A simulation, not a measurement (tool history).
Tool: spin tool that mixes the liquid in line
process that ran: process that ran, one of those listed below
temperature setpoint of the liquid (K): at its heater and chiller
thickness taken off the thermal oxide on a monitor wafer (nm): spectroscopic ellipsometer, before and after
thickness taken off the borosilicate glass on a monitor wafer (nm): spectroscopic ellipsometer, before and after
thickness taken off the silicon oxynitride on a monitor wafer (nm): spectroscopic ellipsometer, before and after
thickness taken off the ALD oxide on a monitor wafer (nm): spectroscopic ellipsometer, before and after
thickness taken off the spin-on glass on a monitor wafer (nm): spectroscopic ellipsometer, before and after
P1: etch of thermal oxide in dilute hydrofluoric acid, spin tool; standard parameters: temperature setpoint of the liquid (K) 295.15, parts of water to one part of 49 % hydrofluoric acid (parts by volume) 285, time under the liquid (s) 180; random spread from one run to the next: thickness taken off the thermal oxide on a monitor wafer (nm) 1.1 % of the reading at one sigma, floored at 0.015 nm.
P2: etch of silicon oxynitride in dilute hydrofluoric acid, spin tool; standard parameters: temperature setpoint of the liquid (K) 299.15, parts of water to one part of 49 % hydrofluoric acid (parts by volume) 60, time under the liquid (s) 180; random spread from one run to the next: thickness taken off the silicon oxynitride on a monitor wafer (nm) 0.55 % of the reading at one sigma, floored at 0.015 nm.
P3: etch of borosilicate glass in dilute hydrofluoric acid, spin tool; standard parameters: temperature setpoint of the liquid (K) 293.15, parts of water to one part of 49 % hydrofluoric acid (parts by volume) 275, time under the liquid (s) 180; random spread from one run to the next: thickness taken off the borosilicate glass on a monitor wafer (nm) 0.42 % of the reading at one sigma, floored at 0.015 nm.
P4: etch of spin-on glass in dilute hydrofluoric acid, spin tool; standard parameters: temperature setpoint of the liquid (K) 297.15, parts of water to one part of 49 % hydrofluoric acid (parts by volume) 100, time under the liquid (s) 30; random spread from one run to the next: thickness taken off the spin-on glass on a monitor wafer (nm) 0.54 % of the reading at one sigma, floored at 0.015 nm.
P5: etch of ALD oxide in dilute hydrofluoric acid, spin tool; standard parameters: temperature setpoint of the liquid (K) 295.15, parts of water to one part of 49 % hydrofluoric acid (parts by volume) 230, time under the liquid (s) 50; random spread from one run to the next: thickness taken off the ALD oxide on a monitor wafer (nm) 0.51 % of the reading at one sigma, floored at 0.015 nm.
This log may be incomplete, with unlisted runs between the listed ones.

run   hour  process that ran  temperature setpoint of the liquid (K)  parts of water to one part of 49 % hydrofluoric acid (parts by volume)  time under the liquid (s)  hours since the thermometer was replaced  hours since the hydrofluoric acid flow meter was replaced  thickness taken off the thermal oxide on a monitor wafer (nm)  thickness taken off the borosilicate glass on a monitor wafer (nm)  thickness taken off the silicon oxynitride on a monitor wafer (nm)  thickness taken off the ALD oxide on a monitor wafer (nm)  thickness taken off the spin-on glass on a monitor wafer (nm)
  1    4.4                P1                                  295.15                                                                     285                        180                                    1648.8                                                      723.9                                                        2.35050
  2    8.5                P3                                  293.15                                                                     275                        180                                    1652.9                                                      728.0                                                                                                                             9.8813
  3   16.3                P1                                  295.15                                                                     285                        180                                    1660.7                                                      735.8                                                        2.37180
  4   21.2                P2                                  299.15                                                                      60                        180                                    1665.6                                                      740.7                                                                                                                                                                                                 8.0883
  5   29.1                P1                                  295.15                                                                     285                        180                                    1673.5                                                      748.6                                                        2.34760
  6   37.3                P1                                  295.15                                                                      90                        180                                    1681.7                                                      756.8                                                        9.19140
  7   41.5                P5                                  295.15                                                                     230                         15                                    1685.9                                                      761.0                                                                                                                                                                                                                                                            1.4847
      43.7  -- hydrofluoric acid flow meter replaced
  8   49.4                P1                                  295.15                                                                     285                        180                                    1693.8                                                        5.8                                                        2.37370
  9   55.3                P4                                  290.65                                                                     100                         30                                    1699.7                                                       11.7                                                                                                                                                                                                                                                                                                                           9.5360
 10   60.4                P4                                  297.15                                                                     180                         30                                    1704.8                                                       16.8                                                                                                                                                                                                                                                                                                                           6.2323
 11   68.0                P1                                  295.15                                                                     285                        180                                    1712.4                                                       24.4                                                        2.35330
 12   74.4                P1                                  295.15                                                                     285                        180                                    1718.8                                                       30.8                                                        2.29350
 13   81.4                P2                                  299.15                                                                      60                        180                                    1725.8                                                       37.8                                                                                                                                                                                                 8.0173
 14   87.1                P1                                  299.15                                                                     285                        180                                    1731.5                                                       43.5                                                        2.73640
 15   92.5                P3                                  290.15                                                                     275                        180                                    1736.9                                                       48.9                                                                                                                             8.8849
 16   99.8                P4                                  297.15                                                                     100                         30                                    1744.2                                                       56.2                                                                                                                                                                                                                                                                                                                          12.4060
 17  108.0                P4                                  297.15                                                                     100                         30                                    1752.4                                                       64.4                                                                                                                                                                                                                                                                                                                          12.3710
 18  112.3                P5                                  295.15                                                                     230                         50                                    1756.7                                                       68.7                                                                                                                                                                                                                                                            4.9165
 19  117.1                P1                                  299.15                                                                     455                        180                                    1761.5                                                       73.5                                                        1.43380
 20  125.1                P3                                  293.15                                                                     500                        180                                    1769.5                                                       81.5                                                                                                                             4.5649
 21  132.6                P2                                  299.15                                                                      25                        180                                    1777.0                                                       89.0                                                                                                                                                                                                19.9710
 22  140.8                P1                                  291.15                                                                     285                        180                                    1785.2                                                       97.2                                                        2.07000
 23  144.6                P4                                  297.15                                                                     100                         15                                    1789.0                                                      101.0                                                                                                                                                                                                                                                                                                                           6.1272
 24  149.3                P3                                  293.15                                                                     275                         85                                    1793.7                                                      105.7                                                                                                                             4.7091
 25  154.2                P2                                  299.15                                                                      60                         35                                    1798.6                                                      110.6                                                                                                                                                                                                 1.5849
 26  162.1                P1                                  295.15                                                                     285                        180                                    1806.5                                                      118.5                                                        2.31440
 27  168.0                P5                                  295.15                                                                     320                         50                                    1812.4                                                      124.4                                                                                                                                                                                                                                                            3.2309
 28  174.4                P5                                  298.65                                                                     230                         50                                    1818.8                                                      130.8                                                                                                                                                                                                                                                            5.6483
 29  180.2                P2                                  304.15                                                                      60                        180                                    1824.6                                                      136.6                                                                                                                                                                                                10.3170
 30  186.0                P3                                  293.15                                                                     275                        180                                    1830.4                                                      142.4                                                                                                                            10.0190
 31  189.8                P1                                  295.15                                                                     480                        180                                    1834.2                                                      146.2                                                        1.16990
 32  197.9                P1                                  295.15                                                                     285                         15                                    1842.3                                                      154.3                                                        0.19533
 33  203.6                P1                                  295.15                                                                     285                        280                                    1848.0                                                      160.0                                                        3.69660
 34  207.4                P1                                  295.15                                                                     285                        180                                    1851.8                                                      163.8                                                        2.41960
 35  212.7                P1                                  295.15                                                                     285                        180                                    1857.1                                                      169.1                                                        2.26640
 36  217.7                P1                                  295.15                                                                     285                        180                                    1862.1                                                      174.1                                                        2.30570
 37  224.0                P1                                  295.15                                                                     285                        180                                    1868.4                                                      180.4                                                        2.21620
 38  228.3                P1                                  295.15                                                                     285                        180                                    1872.7                                                      184.7                                                        2.26170
 39  235.2                P1                                  295.15                                                                     285                        180                                    1879.6                                                      191.6                                                        2.22120
 40  240.2                P1                                  295.15                                                                     285                        180                                    1884.6                                                      196.6                                                        2.22970
 41  247.0                P1                                  295.15                                                                     285                        180                                    1891.4                                                      203.4                                                        2.25340
 42  251.5                P1                                  295.15                                                                     285                        180                                    1895.9                                                      207.9                                                        2.21640
 43  257.3                P1                                  295.15                                                                     285                        180                                    1901.7                                                      213.7                                                        2.20890

What P1 gives has crept off from where it sat before. The 2 causes that follow fit the log equally well, each at the size noted:
A: hydrofluoric acid flow below the setpoint (%) = 4.98
B: liquid colder than its thermometer reads (K) = 1.8
Onset of the creep was near hour 207.4.

Which of the check runs below tells the causes apart, meaning the causes would give it clearly different results? Each run uses 2 wafers whose results are averaged, and each result is shown as a question mark.
check 1  263.1                P5                                  298.65                                                                     230                         50                                                                                                                                                                                                                                                                                                                                                                      ?
check 2  263.1                P3                                  290.15                                                                     475                        180                                                                                                                                                                                                                                       ?
check 3  263.1                P2                                  299.15                                                                      40                         65                                                                                                                                                                                                                                                                                                           ?
check 4  263.1                P4                                  297.15                                                                     155                         15                                                                                                                                                                                                                                                                                                                                                                                                                                     ?

Check results expected under each cause:
  check                                                              result    if A    if B
check 1           thickness taken off the ALD oxide on a monitor wafer (nm)  5.2653  5.2608
check 2  thickness taken off the borosilicate glass on a monitor wafer (nm)  4.0972  4.1204
check 3  thickness taken off the silicon oxynitride on a monitor wafer (nm)  4.2245  4.0802
check 4       thickness taken off the spin-on glass on a monitor wafer (nm)  3.5062  3.4748
Per check, the gap between the least separated pair of causes, taken in the result that splits them most: check 1 0.09 %; check 2 0.56 %; check 3 3.48 %; check 4 0.9 %
The other checks would show nearly matching results whichever cause is true, so check 3 is the only one that separates the causes.

The results of check 3 are: thickness taken off the silicon oxynitride on a monitor wafer (nm) 4.0631. Based on these, which of the listed causes is it?

It is B: liquid colder than its thermometer reads (K).
